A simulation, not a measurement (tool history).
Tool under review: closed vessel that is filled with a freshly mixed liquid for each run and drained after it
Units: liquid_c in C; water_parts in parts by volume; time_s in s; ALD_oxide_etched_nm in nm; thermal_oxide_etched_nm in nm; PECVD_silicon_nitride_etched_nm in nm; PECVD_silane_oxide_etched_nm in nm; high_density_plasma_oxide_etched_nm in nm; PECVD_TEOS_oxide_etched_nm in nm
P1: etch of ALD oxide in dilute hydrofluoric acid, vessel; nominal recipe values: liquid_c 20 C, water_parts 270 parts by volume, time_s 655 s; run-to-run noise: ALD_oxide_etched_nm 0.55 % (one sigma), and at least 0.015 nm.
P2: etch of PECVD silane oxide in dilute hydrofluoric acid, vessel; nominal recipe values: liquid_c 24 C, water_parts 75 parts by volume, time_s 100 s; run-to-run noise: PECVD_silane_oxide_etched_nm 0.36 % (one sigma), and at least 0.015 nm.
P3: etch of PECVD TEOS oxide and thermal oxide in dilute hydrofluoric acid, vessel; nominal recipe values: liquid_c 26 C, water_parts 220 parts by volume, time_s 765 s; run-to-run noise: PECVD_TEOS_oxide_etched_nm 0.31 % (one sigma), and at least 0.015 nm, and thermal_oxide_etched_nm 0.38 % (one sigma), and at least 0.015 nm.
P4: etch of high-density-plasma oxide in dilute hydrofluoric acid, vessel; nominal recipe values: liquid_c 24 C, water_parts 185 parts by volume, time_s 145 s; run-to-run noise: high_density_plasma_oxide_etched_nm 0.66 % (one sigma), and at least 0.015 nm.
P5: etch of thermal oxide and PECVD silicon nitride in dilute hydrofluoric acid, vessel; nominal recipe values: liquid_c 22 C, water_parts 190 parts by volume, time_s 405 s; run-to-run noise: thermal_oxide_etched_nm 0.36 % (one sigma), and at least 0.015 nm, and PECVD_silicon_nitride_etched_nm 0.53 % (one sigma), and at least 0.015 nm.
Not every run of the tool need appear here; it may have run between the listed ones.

run,hour,process,liquid_c,water_parts,time_s,hours since the thermometer was replaced,hours since the hydrofluoric acid flow meter was replaced,ALD_oxide_etched_nm,thermal_oxide_etched_nm,PECVD_silicon_nitride_etched_nm,PECVD_silane_oxide_etched_nm,high_density_plasma_oxide_etched_nm,PECVD_TEOS_oxide_etched_nm
1,4.3,P1,20,270,655,392.7,1135.3,24.334,,,,,
2,7.1,P1,20,270,655,395.5,1138.1,24.717,,,,,
3,12.1,P1,20,270,655,400.5,1143.1,24.288,,,,,
4,16.8,P5,22,190,785,405.2,1147.8,,16.259,10.195,,,
5,20.6,P2,24,135,100,409,1151.6,,,,13.724,,
6,24.6,P5,18,190,405,413,1155.6,,7.1638,4.0364,,,
7,27.9,P2,24,75,100,416.3,1158.9,,,,26.397,,
8,30.9,P1,17,270,655,419.3,1161.9,21.578,,,,,
9,34.4,P4,24,285,145,422.8,1165.4,,,,,2.5697,
10,39.2,P4,24,185,145,427.6,1170.2,,,,,4.4809,
11,42.8,P1,20,270,145,431.2,1173.8,5.3955,,,,,
12,47.8,P4,24,185,45,436.2,1178.8,,,,,1.3637,
13,51.5,P1,17,140,655,439.9,1182.5,47.795,,,,,
14,55.6,P3,31,220,765,444,1186.6,,17.88,,,,52.104
15,60.3,P1,20,270,655,448.7,1191.3,24.505,,,,,
16,63.6,P2,24,75,100,452,1194.6,,,,26.275,,
17,68,P2,17.5,75,100,456.4,1199,,,,20.079,,
18,72.2,P1,20,140,655,460.6,1203.2,53.446,,,,,
19,74.7,P4,30,185,145,463.1,1205.7,,,,,5.4403,
20,78.7,P5,22,275,405,467.1,1209.7,,5.33,3.642,,,
21,84.3,P5,22,190,405,472.7,1215.3,,8.3198,5.3255,,,
22,87.5,P1,20,450,655,475.9,1218.5,12.532,,,,,
23,91.4,P1,20,270,1175,479.8,1222.4,43.945,,,,,
24,96.8,P3,26,75,765,485.2,1227.8,,52.507,,,,153.24
25,101.4,P3,26,220,1265,489.8,1232.4,,24.902,,,,72.655
26,106.3,P1,20,270,655,494.7,1237.3,24.233,,,,,
27,109,P1,20,270,655,497.4,1240,24.077,,,,,
28,113.5,P1,20,270,655,501.9,1244.5,24.272,,,,,
29,117.6,P5,22,190,405,506,1248.6,,8.4026,5.2152,,,
30,123,P3,26,220,765,511.4,1254,,15.057,,,,43.92
31,127.6,P1,26.5,270,655,516,1258.6,30.404,,,,,
32,133.3,P2,24,75,160,521.7,1264.3,,,,42.09,,
33,136.5,P1,20,270,655,524.9,1267.5,24.393,,,,,
34,140,P1,20,270,655,528.4,1271,23.996,,,,,
35,144.5,P1,20,270,655,532.9,1275.5,23.575,,,,,
36,149.9,P1,20,270,655,538.3,1280.9,23.141,,,,,
37,155.3,P1,20,270,655,543.7,1286.3,23.037,,,,,
38,159,P1,20,270,655,547.4,1290,23.082,,,,,
39,163.3,P1,20,270,655,551.7,1294.3,22.922,,,,,
40,167,P1,20,270,655,555.4,1298,23.063,,,,,

What P1 gives has crept away from where it was. These 2 causes fit the log equally well, each at the size given:
A: liquid colder than its thermometer reads (K) = 1.4
B: hydrofluoric acid flow below the setpoint (%) = 4.08
Creep in the process output first set in at about hour 136.5.

Which of the 4 check runs listed below separates the causes, so that each cause would produce a clearly different result? Each run uses one wafer, and its results are marked with question marks.
check 1,170.7,P5,22,190,770,,,,?,?,,,
check 2,170.7,P4,24,265,70,,,,,,,?,
check 3,170.7,P2,21,135,100,,,,,,?,,
check 4,170.7,P3,29,220,765,,,,?,,,,?

What every check run would give for each of its results, assuming each possible cause in turn:
check,result,if A,if B
check 1,thermal_oxide_etched_nm,15.08,15.134
check 1,PECVD_silicon_nitride_etched_nm,9.1201,9.5902
check 2,high_density_plasma_oxide_etched_nm,1.2979,1.2942
check 3,PECVD_silane_oxide_etched_nm,11.444,11.538
check 4,thermal_oxide_etched_nm,15.902,15.839
check 4,PECVD_TEOS_oxide_etched_nm,46.432,46.248
Minimum pairwise separation of causes per check, each pair taken at its best-separating result: check 1 5.03 %; check 2 0.28 %; check 3 0.82 %; check 4 0.4 %
The causes can be told apart only by check 1. The other checks would give nearly the same results under each of them.

The results of check 1 are: thermal_oxide_etched_nm 15.181 nm; PECVD_silicon_nitride_etched_nm 9.5944 nm. Based on these, which of the listed causes is it?

It is B: hydrofluoric acid flow below the setpoint (%).
